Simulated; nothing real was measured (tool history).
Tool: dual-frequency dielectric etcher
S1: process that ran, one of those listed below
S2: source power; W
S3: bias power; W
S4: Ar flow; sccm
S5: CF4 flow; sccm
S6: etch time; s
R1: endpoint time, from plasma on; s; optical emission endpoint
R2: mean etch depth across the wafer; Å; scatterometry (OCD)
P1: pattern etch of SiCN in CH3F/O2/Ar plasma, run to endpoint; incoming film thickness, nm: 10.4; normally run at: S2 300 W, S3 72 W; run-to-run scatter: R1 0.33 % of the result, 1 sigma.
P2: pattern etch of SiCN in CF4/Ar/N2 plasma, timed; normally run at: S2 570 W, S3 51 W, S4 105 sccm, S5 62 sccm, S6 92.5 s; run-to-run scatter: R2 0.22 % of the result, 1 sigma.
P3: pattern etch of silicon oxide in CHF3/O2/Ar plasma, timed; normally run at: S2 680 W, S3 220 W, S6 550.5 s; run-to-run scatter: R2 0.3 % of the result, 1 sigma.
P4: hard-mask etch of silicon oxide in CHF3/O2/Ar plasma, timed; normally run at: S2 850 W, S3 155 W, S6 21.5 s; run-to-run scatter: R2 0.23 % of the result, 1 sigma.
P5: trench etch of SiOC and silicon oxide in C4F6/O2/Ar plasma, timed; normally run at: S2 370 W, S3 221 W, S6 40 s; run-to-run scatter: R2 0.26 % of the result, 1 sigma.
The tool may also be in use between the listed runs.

run 1 hour=14.6 | S1=P1 S2=300 S3=72 | R1=30.709
run 2 hour=25 | S1=P2 S2=570 S3=51 S4=105 S5=62 S6=92.5 | R2=844.31
run 3 hour=33.9 | S1=P1 S2=410 S3=53 | R1=30.367
run 4 hour=41.9 | S1=P3 S2=680 S3=158 S6=550.5 | R2=10965
run 5 hour=52.2 | S1=P2 S2=570 S3=51 S4=105 S5=62 S6=51 | R2=466.68
run 6 hour=70.6 | S1=P3 S2=930 S3=220 S6=550.5 | R2=13745
run 7 hour=84.2 | S1=P2 S2=680 S3=51 S4=105 S5=62 S6=92.5 | R2=987.61
run 8 hour=96.1 | S1=P3 S2=680 S3=220 S6=550.5 | R2=12242
run 9 hour=111.1 | S1=P5 S2=370 S3=221 S6=40 | R2=841.74
run 10 hour=122.6 | S1=P4 S2=850 S3=155 S6=21.5 | R2=461.39
run 11 hour=138 | S1=P1 S2=300 S3=72 | R1=30.674
run 12 hour=155 | S1=P1 S2=300 S3=72 | R1=30.849
run 13 hour=170.9 | S1=P2 S2=570 S3=69 S4=105 S5=62 S6=92.5 | R2=932.16
run 14 hour=183.4 | S1=P4 S2=850 S3=195 S6=21.5 | R2=499.78
run 15 hour=193 | S1=P2 S2=570 S3=51 S4=105 S5=37 S6=92.5 | R2=761.87
run 16 hour=211.6 | S1=P5 S2=370 S3=221 S6=53 | R2=1118.1
run 17 hour=226.6 | S1=P5 S2=370 S3=221 S6=40 | R2=844.7
run 18 hour=238.4 | S1=P4 S2=850 S3=155 S6=13.5 | R2=290.95
run 19 hour=254 | S1=P2 S2=570 S3=51 S4=105 S5=62 S6=92.5 | R2=844.11
run 20 hour=265.3 | S1=P1 S2=210 S3=59 | R1=37.759
run 21 hour=276.3 | S1=P1 S2=430 S3=72 | R1=26.966
run 22 hour=285.2 | S1=P5 S2=470 S3=221 S6=40 | R2=921.54

The next listed run, before its measurement:
run 23 hour=300.5 | S1=P1 S2=300 S3=72 | R1=?

{"run 23": {"R1": 30.712}}
